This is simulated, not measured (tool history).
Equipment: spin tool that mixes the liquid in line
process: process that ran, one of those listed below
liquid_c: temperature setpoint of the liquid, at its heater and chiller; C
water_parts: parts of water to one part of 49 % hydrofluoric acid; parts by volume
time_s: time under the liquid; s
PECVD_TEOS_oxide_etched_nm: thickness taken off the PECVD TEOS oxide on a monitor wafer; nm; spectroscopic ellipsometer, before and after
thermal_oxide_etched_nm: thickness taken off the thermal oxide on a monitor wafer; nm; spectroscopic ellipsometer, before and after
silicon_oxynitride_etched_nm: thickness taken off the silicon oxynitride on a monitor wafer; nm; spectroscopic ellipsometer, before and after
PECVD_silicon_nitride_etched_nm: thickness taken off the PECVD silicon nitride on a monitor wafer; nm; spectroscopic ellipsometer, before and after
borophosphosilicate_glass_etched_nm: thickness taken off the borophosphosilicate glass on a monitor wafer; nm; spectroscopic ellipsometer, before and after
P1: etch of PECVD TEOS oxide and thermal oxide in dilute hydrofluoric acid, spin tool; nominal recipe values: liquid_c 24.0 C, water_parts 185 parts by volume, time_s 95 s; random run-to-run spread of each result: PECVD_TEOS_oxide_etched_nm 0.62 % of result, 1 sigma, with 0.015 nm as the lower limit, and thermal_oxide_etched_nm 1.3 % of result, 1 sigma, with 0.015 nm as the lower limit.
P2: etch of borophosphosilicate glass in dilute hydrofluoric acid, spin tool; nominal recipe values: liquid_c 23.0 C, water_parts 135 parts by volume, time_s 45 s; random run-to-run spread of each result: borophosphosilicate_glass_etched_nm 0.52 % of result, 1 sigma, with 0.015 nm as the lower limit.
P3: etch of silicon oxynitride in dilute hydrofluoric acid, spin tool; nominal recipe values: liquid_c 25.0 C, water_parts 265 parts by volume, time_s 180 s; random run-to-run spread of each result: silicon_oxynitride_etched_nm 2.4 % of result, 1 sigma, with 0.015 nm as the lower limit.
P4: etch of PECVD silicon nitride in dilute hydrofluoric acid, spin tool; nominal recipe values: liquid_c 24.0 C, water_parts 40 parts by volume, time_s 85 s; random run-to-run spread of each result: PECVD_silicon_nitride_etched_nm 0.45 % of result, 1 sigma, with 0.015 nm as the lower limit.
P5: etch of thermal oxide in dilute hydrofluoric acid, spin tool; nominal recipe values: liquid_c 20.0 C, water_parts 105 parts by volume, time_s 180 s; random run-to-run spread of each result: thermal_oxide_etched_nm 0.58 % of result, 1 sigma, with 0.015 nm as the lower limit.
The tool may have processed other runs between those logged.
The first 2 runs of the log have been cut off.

run,hour,process,liquid_c,water_parts,time_s,hours since the thermometer was replaced,hours since the hydrofluoric acid flow meter was replaced,PECVD_TEOS_oxide_etched_nm,thermal_oxide_etched_nm,silicon_oxynitride_etched_nm,PECVD_silicon_nitride_etched_nm,borophosphosilicate_glass_etched_nm
3,29.2,P1,24.0,185,170,504.6,368.3,8.62010,3.75530,,,
4,41.3,P3,30.5,265,180,516.7,380.4,,,1.20990,,
5,54.0,P5,20.0,105,75,529.4,393.1,,2.85470,,,
6,63.5,P1,24.0,100,95,538.9,402.6,9.82730,4.21760,,,
7,76.0,P5,20.0,65,180,551.4,415.1,,11.79500,,,
8,86.9,P1,24.0,185,15,562.3,426.0,0.77193,0.32955,,,
9,102.2,P4,24.0,65,85,577.6,441.3,,,,7.1754,
10,113.6,P1,24.0,185,95,589.0,452.7,4.75580,2.05800,,,
11,123.5,P1,24.0,185,95,598.9,462.6,4.84770,2.12000,,,
12,136.4,P1,20.0,260,95,611.8,475.5,2.74650,1.24490,,,
13,144.4,P3,25.0,265,360,619.8,483.5,,,1.84860,,
14,158.2,P1,24.0,310,95,633.6,497.3,2.54300,1.13550,,,
15,170.1,P2,23.0,135,45,645.5,509.2,,,,,12.561
16,177.3,P1,30.0,185,95,652.7,516.4,5.93060,2.67030,,,
17,191.2,P1,24.0,185,95,666.6,530.3,4.83650,2.14120,,,
18,202.9,P3,25.0,80,180,678.3,542.0,,,3.55250,,
19,213.3,P3,25.0,265,180,688.7,552.4,,,0.94035,,
20,227.8,P5,20.0,105,180,703.2,566.9,,6.99760,,,

Run 21 has not been measured yet. What should we expect?
21,242.6,P4,24.0,40,130,718.0,581.7,,,,?,

{"run 21": {"PECVD_silicon_nitride_etched_nm": 17.794}}
